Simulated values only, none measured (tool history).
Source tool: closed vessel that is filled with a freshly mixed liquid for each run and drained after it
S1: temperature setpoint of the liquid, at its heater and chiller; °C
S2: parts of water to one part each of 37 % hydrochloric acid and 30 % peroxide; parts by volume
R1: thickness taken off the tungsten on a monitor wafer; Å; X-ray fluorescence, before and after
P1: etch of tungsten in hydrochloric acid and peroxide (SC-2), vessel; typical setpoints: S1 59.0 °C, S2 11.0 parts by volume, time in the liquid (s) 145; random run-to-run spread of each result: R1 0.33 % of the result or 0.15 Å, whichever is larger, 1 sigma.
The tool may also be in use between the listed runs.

Run 1, hour 3.2: S1 59.0 °C, S2 11.0 parts by volume, time in the liquid (s) 145. Result: R1 383.170 Å.
Run 2, hour 7.1: S1 59.0 °C, S2 4.0 parts by volume, time in the liquid (s) 145. Result: R1 832.880 Å.
Run 3, hour 11.3: S1 59.0 °C, S2 11.0 parts by volume, time in the liquid (s) 145. Result: R1 383.630 Å.
Run 4, hour 15.3: S1 59.0 °C, S2 11.0 parts by volume, time in the liquid (s) 145. Result: R1 387.250 Å.
Run 5, hour 20.0: S1 48.0 °C, S2 11.0 parts by volume, time in the liquid (s) 145. Result: R1 187.650 Å.
At hour 23.9: thermometer replaced.
Run 6, hour 24.9: S1 59.0 °C, S2 11.0 parts by volume, time in the liquid (s) 145. Result: R1 383.270 Å.
Run 7, hour 28.9: S1 72.0 °C, S2 11.0 parts by volume, time in the liquid (s) 145. Result: R1 849.150 Å.
Run 8, hour 33.1: S1 45.0 °C, S2 17.5 parts by volume, time in the liquid (s) 145. Result: R1 102.180 Å.
Run 9, hour 38.0: S1 59.0 °C, S2 11.0 parts by volume, time in the liquid (s) 45. Result: R1 120.130 Å.
Run 10, hour 43.1: S1 59.0 °C, S2 11.0 parts by volume, time in the liquid (s) 145. Result: R1 384.880 Å.
Run 11, hour 47.9: S1 59.0 °C, S2 18.5 parts by volume, time in the liquid (s) 145. Result: R1 243.400 Å.
Run 12, hour 50.9: S1 59.0 °C, S2 11.0 parts by volume, time in the liquid (s) 145. Result: R1 384.230 Å.
Run 13, hour 54.2: S1 67.0 °C, S2 11.0 parts by volume, time in the liquid (s) 75. Result: R1 328.070 Å.
Run 14, hour 58.2: S1 59.0 °C, S2 11.0 parts by volume, time in the liquid (s) 220. Result: R1 584.670 Å.
Run 15, hour 64.0: S1 49.5 °C, S2 11.0 parts by volume, time in the liquid (s) 30. Result: R1 43.089 Å.
Run 16, hour 68.1: S1 59.0 °C, S2 11.0 parts by volume, time in the liquid (s) 145. Result: R1 384.980 Å.
Run 17, hour 70.9: S1 59.0 °C, S2 11.0 parts by volume, time in the liquid (s) 145. Result: R1 393.020 Å.
Run 18, hour 76.4: S1 59.0 °C, S2 11.0 parts by volume, time in the liquid (s) 145. Result: R1 403.840 Å.
Run 19, hour 80.8: S1 59.0 °C, S2 11.0 parts by volume, time in the liquid (s) 145. Result: R1 410.130 Å.
Run 20, hour 85.8: S1 59.0 °C, S2 11.0 parts by volume, time in the liquid (s) 145. Result: R1 416.110 Å.
Run 21, hour 90.7: S1 59.0 °C, S2 11.0 parts by volume, time in the liquid (s) 145. Result: R1 416.210 Å.
Run 22, hour 94.5: S1 59.0 °C, S2 11.0 parts by volume, time in the liquid (s) 145. Result: R1 415.120 Å.
Run 23, hour 98.3: S1 59.0 °C, S2 11.0 parts by volume, time in the liquid (s) 145. Result: R1 415.240 Å.
Run 24, hour 103.1: S1 59.0 °C, S2 11.0 parts by volume, time in the liquid (s) 145. Result: R1 415.420 Å.
Run 25, hour 107.3: S1 59.0 °C, S2 11.0 parts by volume, time in the liquid (s) 145. Result: R1 419.010 Å.

What P1 gives has crept off from where it sat before. The 2 causes that follow fit the log equally well, each at the size noted:
A: liquid hotter than its thermometer reads (K) = 1.3
B: chemicals flow above the setpoint (%) = 10.2
The gradual shift began around hour 68.1.
The rest of the possible causes, and what rules out each one:
peroxide weaker than its label (%): cannot exceed 8; that much would move R1 by -7.4 %, which falls short of the creep or goes against it

The list below offers 4 check runs, each averaging the results of 2 wafers, and shows each result as a question mark. For which of them would the listed causes give clearly different results?
Run check 1, hour 111.5: S1 59.0 °C, S2 17.0 parts by volume, time in the liquid (s) 145. Result: R1 ?.
Run check 2, hour 111.5: S1 52.0 °C, S2 4.0 parts by volume, time in the liquid (s) 145. Result: R1 ?.
Run check 3, hour 111.5: S1 49.5 °C, S2 11.0 parts by volume, time in the liquid (s) 145. Result: R1 ?.
Run check 4, hour 111.5: S1 53.5 °C, S2 11.0 parts by volume, time in the liquid (s) 145. Result: R1 ?.

Expected result of each check under each candidate cause:
  check  result     if A     if B
check 1      R1  285.780  287.140
check 2      R1  578.330  565.960
check 3      R1  226.410  225.270
check 4      R1  294.270  293.410
Per-check spread between the two closest causes, in the result where they differ most: check 1 0.48 %; check 2 2.16 %; check 3 0.51 %; check 4 0.3 %
The other checks would show nearly matching results whichever cause is true, so check 2 is the only one that separates the causes.

Check 2 was then run and gave: R1 576.370 Å. Which cause is it?

A is the cause: liquid hotter than its thermometer reads (K).

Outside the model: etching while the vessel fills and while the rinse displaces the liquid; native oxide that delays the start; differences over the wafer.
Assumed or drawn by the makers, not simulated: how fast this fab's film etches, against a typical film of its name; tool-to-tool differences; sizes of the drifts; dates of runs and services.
